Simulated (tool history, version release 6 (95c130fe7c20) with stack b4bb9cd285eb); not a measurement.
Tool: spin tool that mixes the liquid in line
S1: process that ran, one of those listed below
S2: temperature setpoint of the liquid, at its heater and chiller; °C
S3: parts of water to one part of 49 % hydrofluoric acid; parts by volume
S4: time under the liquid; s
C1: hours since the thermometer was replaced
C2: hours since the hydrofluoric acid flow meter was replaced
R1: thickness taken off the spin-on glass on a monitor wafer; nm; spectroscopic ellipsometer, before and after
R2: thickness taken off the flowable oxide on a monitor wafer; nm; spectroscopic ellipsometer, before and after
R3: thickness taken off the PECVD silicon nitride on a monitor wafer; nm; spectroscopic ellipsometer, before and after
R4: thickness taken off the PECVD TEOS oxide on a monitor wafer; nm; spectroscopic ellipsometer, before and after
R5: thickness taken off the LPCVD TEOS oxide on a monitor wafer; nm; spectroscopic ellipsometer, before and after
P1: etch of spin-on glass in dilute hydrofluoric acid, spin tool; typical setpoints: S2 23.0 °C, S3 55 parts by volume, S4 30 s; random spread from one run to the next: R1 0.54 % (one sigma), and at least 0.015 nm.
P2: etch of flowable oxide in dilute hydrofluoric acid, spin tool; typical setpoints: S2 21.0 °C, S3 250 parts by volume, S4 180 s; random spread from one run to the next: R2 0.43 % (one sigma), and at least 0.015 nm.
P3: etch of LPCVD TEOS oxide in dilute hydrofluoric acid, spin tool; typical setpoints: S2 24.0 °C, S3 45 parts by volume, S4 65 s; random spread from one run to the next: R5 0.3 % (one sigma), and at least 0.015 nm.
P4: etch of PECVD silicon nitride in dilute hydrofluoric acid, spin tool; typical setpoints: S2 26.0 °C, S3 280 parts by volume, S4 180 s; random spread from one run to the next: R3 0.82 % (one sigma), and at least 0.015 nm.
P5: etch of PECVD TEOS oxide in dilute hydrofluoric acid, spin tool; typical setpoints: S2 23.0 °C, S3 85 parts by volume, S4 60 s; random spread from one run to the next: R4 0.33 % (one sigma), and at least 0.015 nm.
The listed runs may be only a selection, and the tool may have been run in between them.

| run | hour | S1 | S2 | S3 | S4 | C1 | C2 | R1 | R2 | R3 | R4 | R5 |
|---|---|---|---|---|---|---|---|---|---|---|---|---|
| 1 | 2.7 | P1 | 23.0 | 55 | 30 | 823.0 | 415.7 | 27.246 |  |  |  |  |
| 2 | 7.6 | P1 | 30.5 | 55 | 30 | 827.9 | 420.6 | 36.771 |  |  |  |  |
| 3 | 12.2 | P1 | 23.0 | 55 | 30 | 832.5 | 425.2 | 27.053 |  |  |  |  |
| 4 | 15.9 | P1 | 23.0 | 55 | 30 | 836.2 | 428.9 | 27.197 |  |  |  |  |
| 5 | 18.5 | P1 | 23.0 | 55 | 30 | 838.8 | 431.5 | 27.233 |  |  |  |  |
| 6 | 21.5 | P1 | 23.0 | 20 | 60 | 841.8 | 434.5 | 157.280 |  |  |  |  |
| 7 | 25.6 | P2 | 21.0 | 85 | 180 | 845.9 | 438.6 |  | 65.803 |  |  |  |
| 8 | 28.6 | P4 | 26.0 | 60 | 180 | 848.9 | 441.6 |  |  | 14.98500 |  |  |
| 9 | 33.7 | P5 | 26.5 | 85 | 60 | 854.0 | 446.7 |  |  |  | 17.8700 |  |
| 10 | 38.3 | P1 | 23.0 | 55 | 30 | 858.6 | 451.3 | 26.899 |  |  |  |  |
| 11 | 42.5 | P3 | 24.0 | 45 | 130 | 862.8 | 455.5 |  |  |  |  | 76.258 |
| 12 | 45.1 | P1 | 30.5 | 20 | 30 | 865.4 | 458.1 | 107.090 |  |  |  |  |
|  | 46.6 | thermometer replaced |
| 13 | 48.4 | P1 | 17.0 | 55 | 30 | 1.8 | 461.4 | 21.076 |  |  |  |  |
| 14 | 52.4 | P4 | 26.0 | 280 | 35 | 5.8 | 465.4 |  |  | 0.63044 |  |  |
| 15 | 57.1 | P5 | 23.0 | 85 | 15 | 10.5 | 470.1 |  |  |  | 3.8561 |  |
| 16 | 59.6 | P5 | 23.0 | 40 | 60 | 13.0 | 472.6 |  |  |  | 34.8650 |  |
| 17 | 64.1 | P1 | 23.0 | 55 | 30 | 17.5 | 477.1 | 27.131 |  |  |  |  |
| 18 | 68.5 | P2 | 21.0 | 250 | 180 | 21.9 | 481.5 |  | 18.910 |  |  |  |
| 19 | 72.0 | P1 | 23.0 | 55 | 15 | 25.4 | 485.0 | 13.690 |  |  |  |  |
| 20 | 77.1 | P2 | 21.0 | 250 | 270 | 30.5 | 490.1 |  | 28.194 |  |  |  |
| 21 | 81.4 | P3 | 24.0 | 45 | 65 | 34.8 | 494.4 |  |  |  |  | 38.322 |
| 22 | 84.9 | P1 | 23.0 | 25 | 30 | 38.3 | 497.9 | 62.027 |  |  |  |  |
| 23 | 88.3 | P4 | 26.0 | 280 | 180 | 41.7 | 501.3 |  |  | 3.20900 |  |  |
| 24 | 91.2 | P1 | 23.0 | 80 | 55 | 44.6 | 504.2 | 33.133 |  |  |  |  |
| 25 | 94.0 | P3 | 30.5 | 45 | 65 | 47.4 | 507.0 |  |  |  |  | 49.803 |
| 26 | 98.4 | P4 | 33.0 | 280 | 180 | 51.8 | 511.4 |  |  | 4.86690 |  |  |
| 27 | 102.7 | P1 | 23.0 | 55 | 60 | 56.1 | 515.7 | 54.808 |  |  |  |  |
| 28 | 105.1 | P5 | 23.0 | 85 | 60 | 58.5 | 518.1 |  |  |  | 15.5340 |  |
| 29 | 108.1 | P1 | 23.0 | 95 | 30 | 61.5 | 521.1 | 14.936 |  |  |  |  |
| 30 | 111.0 | P4 | 26.0 | 280 | 180 | 64.4 | 524.0 |  |  | 3.20330 |  |  |
| 31 | 114.9 | P3 | 24.0 | 25 | 65 | 68.3 | 527.9 |  |  |  |  | 70.771 |
| 32 | 120.2 | P2 | 28.0 | 250 | 180 | 73.6 | 533.2 |  | 24.143 |  |  |  |
| 33 | 123.4 | P1 | 23.0 | 55 | 30 | 76.8 | 536.4 | 27.516 |  |  |  |  |
| 34 | 126.4 | P1 | 23.0 | 55 | 30 | 79.8 | 539.4 | 27.825 |  |  |  |  |
| 35 | 131.4 | P1 | 23.0 | 55 | 30 | 84.8 | 544.4 | 28.672 |  |  |  |  |
| 36 | 134.3 | P1 | 23.0 | 55 | 30 | 87.7 | 547.3 | 28.847 |  |  |  |  |
| 37 | 139.4 | P1 | 23.0 | 55 | 30 | 92.8 | 552.4 | 29.227 |  |  |  |  |
| 38 | 142.3 | P1 | 23.0 | 55 | 30 | 95.7 | 555.3 | 29.508 |  |  |  |  |
| 39 | 146.4 | P1 | 23.0 | 55 | 30 | 99.8 | 559.4 | 29.519 |  |  |  |  |
| 40 | 151.4 | P1 | 23.0 | 55 | 30 | 104.8 | 564.4 | 29.409 |  |  |  |  |
| 41 | 155.5 | P1 | 23.0 | 55 | 30 | 108.9 | 568.5 | 29.456 |  |  |  |  |
| 42 | 160.3 | P1 | 23.0 | 55 | 30 | 113.7 | 573.3 | 29.651 |  |  |  |  |

P1 has crept away from where it was. The log is fitted equally well by each of these 2 causes, at the sizes shown:
A: hydrofluoric acid flow above the setpoint (%) = 7.79
B: liquid hotter than its thermometer reads (K) = 1.96
The onset of the drift is placed at about hour 123.4.

You are offered 4 check runs, listed below with question marks in place of their results; each one averages 2 wafers. Which run separates the listed causes by giving clearly different results for each?
| check 1 | 165.1 | P3 | 24.0 | 25 | 120 |  |  |  |  |  |  | ? |
| check 2 | 165.1 | P2 | 21.0 | 95 | 180 |  |  |  | ? |  |  |  |
| check 3 | 165.1 | P4 | 26.0 | 70 | 180 |  |  |  |  | ? |  |  |
| check 4 | 165.1 | P5 | 23.0 | 45 | 15 |  |  |  |  |  | ? |  |

How each check would come out, cause by cause:
| check | result | if A | if B |
|---|---|---|---|
| check 1 | R5 | 141.350 | 141.950 |
| check 2 | R2 | 63.333 | 63.101 |
| check 3 | R3 | 13.83700 | 14.60300 |
| check 4 | R4 | 8.3268 | 8.3418 |
Separation of the two closest causes in each check, using whichever result separates them best: check 1 0.42 %; check 2 0.37 %; check 3 5.38 %; check 4 0.18 %
Only check 3 tells the causes apart: in the others they would give nearly the same result.

After running check 3, the following was obtained: R3 13.75500 nm. Which cause does this point to?

It is A: hydrofluoric acid flow above the setpoint (%).
